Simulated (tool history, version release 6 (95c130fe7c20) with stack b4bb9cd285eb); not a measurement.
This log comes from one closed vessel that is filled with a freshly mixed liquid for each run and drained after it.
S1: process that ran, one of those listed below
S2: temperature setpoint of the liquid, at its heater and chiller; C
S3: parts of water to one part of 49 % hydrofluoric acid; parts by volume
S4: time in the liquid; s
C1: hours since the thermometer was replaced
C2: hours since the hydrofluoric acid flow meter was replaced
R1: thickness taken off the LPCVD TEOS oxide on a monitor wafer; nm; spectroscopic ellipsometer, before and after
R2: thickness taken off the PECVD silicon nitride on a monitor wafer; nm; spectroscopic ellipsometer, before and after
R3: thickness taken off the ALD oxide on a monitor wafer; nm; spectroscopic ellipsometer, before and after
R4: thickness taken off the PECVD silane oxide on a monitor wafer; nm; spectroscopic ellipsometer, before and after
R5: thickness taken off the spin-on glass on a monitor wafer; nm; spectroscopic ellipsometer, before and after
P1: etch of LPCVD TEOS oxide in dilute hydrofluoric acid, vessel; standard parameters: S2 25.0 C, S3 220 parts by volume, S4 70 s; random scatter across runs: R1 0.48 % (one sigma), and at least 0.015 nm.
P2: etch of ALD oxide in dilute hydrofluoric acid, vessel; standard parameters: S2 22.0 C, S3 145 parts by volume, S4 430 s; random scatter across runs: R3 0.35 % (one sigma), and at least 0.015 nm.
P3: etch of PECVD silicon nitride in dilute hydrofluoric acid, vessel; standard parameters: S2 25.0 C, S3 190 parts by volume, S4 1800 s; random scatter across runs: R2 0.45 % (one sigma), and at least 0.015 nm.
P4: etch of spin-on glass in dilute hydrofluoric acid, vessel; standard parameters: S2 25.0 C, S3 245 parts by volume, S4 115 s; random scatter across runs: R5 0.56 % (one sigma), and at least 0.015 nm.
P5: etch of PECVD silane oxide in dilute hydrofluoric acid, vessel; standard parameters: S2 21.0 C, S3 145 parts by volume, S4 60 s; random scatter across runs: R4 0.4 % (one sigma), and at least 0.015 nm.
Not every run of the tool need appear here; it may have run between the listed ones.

run,hour,S1,S2,S3,S4,C1,C2,R1,R2,R3,R4,R5
1,5.2,P1,25.0,220,70,336.9,693.2,5.1151,,,,
2,12.6,P1,25.0,220,70,344.3,700.6,5.0850,,,,
3,22.3,P1,25.0,220,135,354.0,710.3,9.7931,,,,
4,28.1,P1,25.0,50,70,359.8,716.1,27.5000,,,,
5,33.9,P3,25.0,35,1800,365.6,721.9,,128.470,,,
6,40.3,P1,30.5,220,70,372.0,728.3,6.1510,,,,
7,48.9,P3,25.0,190,3160,380.6,736.9,,42.905,,,
8,55.0,P2,22.0,145,645,386.7,743.0,,,59.987,,
9,62.8,P5,21.0,145,90,394.5,750.8,,,,16.5270,
10,71.3,P1,21.5,45,70,403.0,759.3,26.6040,,,,
11,76.0,P2,22.0,145,430,407.7,764.0,,,39.763,,
12,86.6,P3,25.0,190,1800,418.3,774.6,,24.027,,,
13,97.0,P4,25.0,245,115,428.7,785.0,,,,,18.599
14,102.6,P2,28.5,145,430,434.3,790.6,,,51.056,,
15,107.4,P1,25.0,220,70,439.1,795.4,5.1110,,,,
16,113.5,P1,25.0,220,70,445.2,801.5,5.0690,,,,
17,118.8,P5,21.0,260,60,450.5,806.8,,,,5.5174,
18,123.4,P1,25.0,220,70,455.1,811.4,5.1087,,,,
19,129.3,P5,21.0,145,60,461.0,817.3,,,,11.0660,
20,134.2,P1,25.0,220,30,465.9,822.2,2.2107,,,,
21,143.1,P2,22.0,145,430,474.8,831.1,,,39.963,,
22,152.4,P4,25.0,245,115,484.1,840.4,,,,,18.472
23,161.9,P3,25.0,190,1800,493.6,849.9,,24.418,,,
24,172.0,P4,19.0,245,115,503.7,860.0,,,,,14.888
25,182.1,P2,22.0,215,430,513.8,870.1,,,24.953,,
26,190.7,P4,25.0,245,195,522.4,878.7,,,,,31.563
27,199.5,P1,21.0,220,115,531.2,887.5,7.2185,,,,
28,207.0,P4,25.0,375,115,538.7,895.0,,,,,10.614
29,213.2,P5,21.0,145,60,544.9,901.2,,,,11.0580,
30,222.6,P1,25.0,370,70,554.3,910.6,2.5498,,,,
31,232.6,P1,17.5,220,70,564.3,920.6,3.8415,,,,
32,239.9,P3,20.0,190,1800,571.6,927.9,,17.556,,,
33,250.0,P5,28.5,145,60,581.7,938.0,,,,14.7200,
34,257.8,P1,25.0,220,70,589.5,945.8,5.0634,,,,
35,264.5,P1,25.0,220,70,596.2,952.5,4.9501,,,,
36,273.4,P1,25.0,220,70,605.1,961.4,4.8195,,,,
37,280.0,P1,25.0,220,70,611.7,968.0,4.7569,,,,
38,286.9,P1,25.0,220,70,618.6,974.9,4.7200,,,,
39,293.6,P1,25.0,220,70,625.3,981.6,4.7090,,,,
40,299.1,P1,25.0,220,70,630.8,987.1,4.6796,,,,
41,305.3,P1,25.0,220,70,637.0,993.3,4.6345,,,,
42,312.5,P1,25.0,220,70,644.2,1000.5,4.6986,,,,

Compared with where it was, what P1 gives has crept away. Each cause listed below fits the log as well as the rest, at the size given for it:
A: liquid colder than its thermometer reads (K) = 2.37
B: hydrofluoric acid flow below the setpoint (%) = 6.71
The gradual shift began around hour 257.8.

4 check runs are offered, one wafer each, their results left as question marks. Which one tells the causes apart?
check 1,319.7,P4,25.0,245,170,,,,,,,?
check 2,319.7,P2,27.5,145,595,,,,,?,,
check 3,319.7,P5,21.0,255,85,,,,,,?,
check 4,319.7,P3,25.0,135,1800,,,,?,,,

Check results expected under each cause:
check,result,if A,if B
check 1,R5,25.179,25.118
check 2,R3,62.461,62.864
check 3,R4,7.2975,7.3132
check 4,R2,29.116,31.704
How far apart the two closest causes lie, in the result that separates them most: check 1 0.24 %; check 2 0.64 %; check 3 0.21 %; check 4 8.51 %
Check 4 is the one run that separates the causes; every other check would come out nearly the same whichever cause is at work.

Check 4 was then run and gave: R2 28.986 nm. Which cause is it?

A is the cause: liquid colder than its thermometer reads (K).
